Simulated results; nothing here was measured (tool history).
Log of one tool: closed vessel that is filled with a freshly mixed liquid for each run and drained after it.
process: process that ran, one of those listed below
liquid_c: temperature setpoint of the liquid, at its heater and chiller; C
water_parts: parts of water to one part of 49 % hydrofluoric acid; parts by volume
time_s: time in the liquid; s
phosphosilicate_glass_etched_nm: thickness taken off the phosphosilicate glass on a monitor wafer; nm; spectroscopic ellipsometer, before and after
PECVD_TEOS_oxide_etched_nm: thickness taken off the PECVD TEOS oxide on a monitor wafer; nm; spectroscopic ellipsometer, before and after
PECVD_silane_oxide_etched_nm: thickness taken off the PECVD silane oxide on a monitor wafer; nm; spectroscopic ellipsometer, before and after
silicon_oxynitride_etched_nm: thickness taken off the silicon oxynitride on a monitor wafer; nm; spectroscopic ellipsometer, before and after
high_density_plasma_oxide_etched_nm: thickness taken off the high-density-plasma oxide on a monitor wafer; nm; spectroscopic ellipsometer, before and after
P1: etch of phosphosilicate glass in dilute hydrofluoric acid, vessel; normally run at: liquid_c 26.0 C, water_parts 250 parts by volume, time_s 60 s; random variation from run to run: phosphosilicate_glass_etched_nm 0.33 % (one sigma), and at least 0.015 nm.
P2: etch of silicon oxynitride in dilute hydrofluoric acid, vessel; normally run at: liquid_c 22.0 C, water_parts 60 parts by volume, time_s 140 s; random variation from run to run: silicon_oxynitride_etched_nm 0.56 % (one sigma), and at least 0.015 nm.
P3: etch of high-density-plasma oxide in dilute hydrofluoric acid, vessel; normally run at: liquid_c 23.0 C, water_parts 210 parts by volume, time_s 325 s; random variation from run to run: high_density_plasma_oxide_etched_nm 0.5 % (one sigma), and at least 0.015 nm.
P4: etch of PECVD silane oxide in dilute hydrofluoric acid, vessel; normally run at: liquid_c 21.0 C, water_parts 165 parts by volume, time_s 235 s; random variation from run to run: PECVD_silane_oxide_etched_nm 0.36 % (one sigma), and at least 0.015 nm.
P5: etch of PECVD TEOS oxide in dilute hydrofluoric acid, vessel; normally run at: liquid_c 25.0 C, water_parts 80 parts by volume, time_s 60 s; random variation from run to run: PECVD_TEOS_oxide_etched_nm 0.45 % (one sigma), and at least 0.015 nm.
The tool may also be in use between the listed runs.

| run | hour | process | liquid_c | water_parts | time_s | phosphosilicate_glass_etched_nm | PECVD_TEOS_oxide_etched_nm | PECVD_silane_oxide_etched_nm | silicon_oxynitride_etched_nm | high_density_plasma_oxide_etched_nm |
|---|---|---|---|---|---|---|---|---|---|---|
| 1 | 11.0 | P1 | 26.0 | 250 | 60 | 12.8090 |  |  |  |  |
| 2 | 20.2 | P1 | 31.5 | 250 | 60 | 15.4070 |  |  |  |  |
| 3 | 30.2 | P5 | 25.0 | 80 | 60 |  | 16.793 |  |  |  |
| 4 | 40.2 | P4 | 21.0 | 165 | 30 |  |  | 4.0082 |  |  |
| 5 | 47.7 | P5 | 32.0 | 80 | 60 |  | 21.999 |  |  |  |
| 6 | 55.8 | P4 | 21.0 | 165 | 235 |  |  | 31.4760 |  |  |
| 7 | 66.4 | P2 | 22.0 | 30 | 140 |  |  |  | 21.878 |  |
| 8 | 76.8 | P3 | 23.0 | 210 | 30 |  |  |  |  | 0.81889 |
| 9 | 84.0 | P1 | 26.0 | 60 | 60 | 66.9540 |  |  |  |  |
| 10 | 95.8 | P3 | 23.0 | 210 | 325 |  |  |  |  | 8.81720 |
| 11 | 108.7 | P5 | 25.0 | 80 | 115 |  | 32.003 |  |  |  |
| 12 | 115.0 | P1 | 26.0 | 250 | 30 | 6.4681 |  |  |  |  |
| 13 | 125.3 | P1 | 26.0 | 355 | 60 | 8.1145 |  |  |  |  |
| 14 | 134.9 | P1 | 21.5 | 250 | 30 | 5.4599 |  |  |  |  |
| 15 | 145.2 | P1 | 32.0 | 250 | 115 | 30.3850 |  |  |  |  |
| 16 | 154.7 | P1 | 26.0 | 250 | 60 | 12.7330 |  |  |  |  |
| 17 | 164.6 | P4 | 21.0 | 285 | 235 |  |  | 16.1310 |  |  |
| 18 | 172.9 | P2 | 22.0 | 60 | 140 |  |  |  | 10.785 |  |
| 19 | 184.6 | P1 | 26.0 | 250 | 60 | 12.9020 |  |  |  |  |
| 20 | 192.4 | P4 | 27.5 | 165 | 235 |  |  | 39.9550 |  |  |
| 21 | 204.4 | P1 | 26.0 | 250 | 60 | 12.8040 |  |  |  |  |
| 22 | 217.6 | P2 | 30.0 | 60 | 140 |  |  |  | 15.828 |  |
| 23 | 229.8 | P5 | 25.0 | 80 | 60 |  | 16.930 |  |  |  |
| 24 | 238.8 | P1 | 21.0 | 250 | 60 | 10.6920 |  |  |  |  |
| 25 | 248.2 | P1 | 26.0 | 250 | 60 | 12.7630 |  |  |  |  |
| 26 | 255.8 | P3 | 23.0 | 60 | 325 |  |  |  |  | 37.04000 |
| 27 | 261.6 | P1 | 26.0 | 250 | 105 | 22.4880 |  |  |  |  |
| 28 | 274.2 | P2 | 22.0 | 60 | 140 |  |  |  | 10.724 |  |
| 29 | 283.0 | P1 | 26.0 | 250 | 60 | 12.8090 |  |  |  |  |
| 30 | 289.2 | P3 | 27.5 | 210 | 325 |  |  |  |  | 10.45800 |
| 31 | 301.3 | P2 | 22.0 | 60 | 260 |  |  |  | 19.974 |  |
| 32 | 313.0 | P5 | 25.0 | 120 | 60 |  | 10.595 |  |  |  |
| 33 | 321.4 | P1 | 26.0 | 250 | 60 | 12.8120 |  |  |  |  |
| 34 | 329.3 | P1 | 26.0 | 250 | 60 | 12.5360 |  |  |  |  |
| 35 | 336.6 | P1 | 26.0 | 250 | 60 | 12.3900 |  |  |  |  |
| 36 | 348.2 | P1 | 26.0 | 250 | 60 | 12.1850 |  |  |  |  |

The next listed run, before its measurement:
| 37 | 358.2 | P1 | 26.0 | 250 | 60 | ? |  |  |  |  |

{"run 37": {"phosphosilicate_glass_etched_nm": 12.082}}
